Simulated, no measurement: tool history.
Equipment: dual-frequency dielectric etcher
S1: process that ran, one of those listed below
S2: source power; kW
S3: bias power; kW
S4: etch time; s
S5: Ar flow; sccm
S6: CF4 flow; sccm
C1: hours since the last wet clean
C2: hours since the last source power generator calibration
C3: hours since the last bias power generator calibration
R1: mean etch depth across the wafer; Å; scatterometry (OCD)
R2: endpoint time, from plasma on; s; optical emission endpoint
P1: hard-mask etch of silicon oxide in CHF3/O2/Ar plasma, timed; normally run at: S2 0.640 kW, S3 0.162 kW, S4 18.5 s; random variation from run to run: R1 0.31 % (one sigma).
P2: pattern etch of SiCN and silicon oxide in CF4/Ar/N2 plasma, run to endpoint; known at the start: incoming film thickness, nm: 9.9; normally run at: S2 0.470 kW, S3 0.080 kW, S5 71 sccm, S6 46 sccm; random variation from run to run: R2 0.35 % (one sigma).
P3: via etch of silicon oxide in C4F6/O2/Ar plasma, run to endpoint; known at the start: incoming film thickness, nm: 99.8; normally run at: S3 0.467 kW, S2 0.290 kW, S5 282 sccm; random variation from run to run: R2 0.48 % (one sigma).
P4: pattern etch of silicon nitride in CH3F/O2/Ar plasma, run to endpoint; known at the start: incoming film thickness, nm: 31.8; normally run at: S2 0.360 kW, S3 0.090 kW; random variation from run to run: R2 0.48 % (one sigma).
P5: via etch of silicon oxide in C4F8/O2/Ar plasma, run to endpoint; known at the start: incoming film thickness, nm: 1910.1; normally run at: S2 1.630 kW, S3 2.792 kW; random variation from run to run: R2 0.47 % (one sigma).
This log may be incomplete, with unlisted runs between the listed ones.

Run 1, hour 11.2: S1 P1, S2 0.640 kW, S3 0.162 kW, S4 18.5 s; C1 293.5; C2 1331.2; C3 883.1. Result: R1 360.90 Å.
Run 2, hour 23.0: S1 P1, S2 0.390 kW, S3 0.162 kW, S4 23.5 s; C1 305.3; C2 1343.0; C3 894.9. Result: R1 380.95 Å.
Run 3, hour 36.5: S1 P1, S2 0.860 kW, S3 0.162 kW, S4 18.5 s; C1 318.8; C2 1356.5; C3 908.4. Result: R1 407.31 Å.
Run 4, hour 52.1: S1 P4, S2 0.360 kW, S3 0.090 kW; C1 334.4; C2 1372.1; C3 924.0. Result: R2 43.2570 s.
Run 5, hour 63.6: S1 P4, S2 0.490 kW, S3 0.090 kW; C1 345.9; C2 1383.6; C3 935.5. Result: R2 39.0200 s.
Run 6, hour 80.2: S1 P2, S2 0.470 kW, S3 0.080 kW, S5 58 sccm, S6 46 sccm; C1 362.5; C2 1400.2; C3 952.1. Result: R2 10.5810 s.
Run 7, hour 88.2: S1 P1, S2 0.640 kW, S3 0.162 kW, S4 26.0 s; C1 370.5; C2 1408.2; C3 960.1. Result: R1 508.06 Å.
Run 8, hour 95.7: S1 P3, S2 0.290 kW, S3 0.467 kW, S5 369 sccm; C1 378.0; C2 1415.7; C3 967.6. Result: R2 25.1630 s.
Run 9, hour 109.9: S1 P2, S2 0.470 kW, S3 0.080 kW, S5 71 sccm, S6 29 sccm; C1 392.2; C2 1429.9; C3 981.8. Result: R2 11.7310 s.
Run 10, hour 124.6: S1 P4, S2 0.360 kW, S3 0.090 kW; C1 406.9; C2 1444.6; C3 996.5. Result: R2 43.1460 s.
Run 11, hour 134.4: S1 P1, S2 0.640 kW, S3 0.162 kW, S4 18.5 s; C1 416.7; C2 1454.4; C3 1006.3. Result: R1 361.01 Å.
Run 12, hour 145.9: S1 P1, S2 0.640 kW, S3 0.162 kW, S4 14.5 s; C1 428.2; C2 1465.9; C3 1017.8. Result: R1 282.97 Å.
Run 13, hour 160.7: S1 P5, S2 1.630 kW, S3 3.936 kW; C1 443.0; C2 1480.7; C3 1032.6. Result: R2 329.6800 s.
Run 14, hour 173.9: S1 P2, S2 0.470 kW, S3 0.047 kW, S5 71 sccm, S6 46 sccm; C1 456.2; C2 1493.9; C3 1045.8. Result: R2 13.0660 s.
Run 15, hour 181.1: S1 P1, S2 0.640 kW, S3 0.162 kW, S4 18.5 s; C1 463.4; C2 1501.1; C3 1053.0. Result: R1 362.36 Å.
Run 16, hour 194.4: S1 P4, S2 0.360 kW, S3 0.054 kW; C1 476.7; C2 1514.4; C3 1066.3. Result: R2 51.4270 s.
Run 17, hour 205.7: S1 P1, S2 0.480 kW, S3 0.162 kW, S4 18.5 s; C1 488.0; C2 1525.7; C3 1077.6. Result: R1 322.95 Å.
Run 18, hour 219.0: S1 P1, S2 0.640 kW, S3 0.124 kW, S4 18.5 s; C1 501.3; C2 1539.0; C3 1090.9. Result: R1 331.64 Å.
Run 19, hour 232.6: S1 P5, S2 1.630 kW, S3 2.792 kW; C1 514.9; C2 1552.6; C3 1104.5. Result: R2 370.5700 s.
Run 20, hour 240.2: S1 P1, S2 0.640 kW, S3 0.162 kW, S4 18.5 s; C1 522.5; C2 1560.2; C3 1112.1. Result: R1 362.32 Å.
Run 21, hour 250.1: S1 P2, S2 0.650 kW, S3 0.080 kW, S5 71 sccm, S6 46 sccm; C1 532.4; C2 1570.1; C3 1122.0. Result: R2 8.2995 s.
Run 22, hour 262.2: S1 P5, S2 2.160 kW, S3 2.792 kW; C1 544.5; C2 1582.2; C3 1134.1. Result: R2 334.2400 s.
Run 23, hour 270.9: S1 P5, S2 1.630 kW, S3 2.792 kW; C1 553.2; C2 1590.9; C3 1142.8. Result: R2 371.0900 s.
Run 24, hour 284.3: S1 P3, S2 0.180 kW, S3 0.467 kW, S5 282 sccm; C1 566.6; C2 1604.3; C3 1156.2. Result: R2 29.3970 s.
Run 25, hour 298.9: S1 P1, S2 0.640 kW, S3 0.162 kW, S4 18.5 s; C1 581.2; C2 1618.9; C3 1170.8. Result: R1 359.91 Å.
Run 26, hour 310.3: S1 P1, S2 0.500 kW, S3 0.119 kW, S4 18.5 s; C1 592.6; C2 1630.3; C3 1182.2. Result: R1 297.73 Å.
Run 27, hour 321.2: S1 P3, S2 0.290 kW, S3 0.629 kW, S5 282 sccm; C1 603.5; C2 1641.2; C3 1193.1. Result: R2 21.8460 s.
Run 28, hour 335.6: S1 P1, S2 0.640 kW, S3 0.225 kW, S4 18.5 s; C1 617.9; C2 1655.6; C3 1207.5. Result: R1 401.34 Å.
At hour 341.1: wet clean of the chamber.
Run 29, hour 344.0: S1 P2, S2 0.470 kW, S3 0.080 kW, S5 71 sccm, S6 46 sccm; C1 2.9; C2 1664.0; C3 1215.9. Result: R2 10.9370 s.
Run 30, hour 351.7: S1 P3, S2 0.290 kW, S3 0.467 kW, S5 282 sccm; C1 10.6; C2 1671.7; C3 1223.6. Result: R2 24.3550 s.

For run 31, what comes out?
Run 31, hour 366.0: S1 P1, S2 0.640 kW, S3 0.162 kW, S4 18.5 s; C1 24.9; C2 1686.0; C3 1237.9. Result: R1 ?.

Run 31 measured R1 362.66 Å.
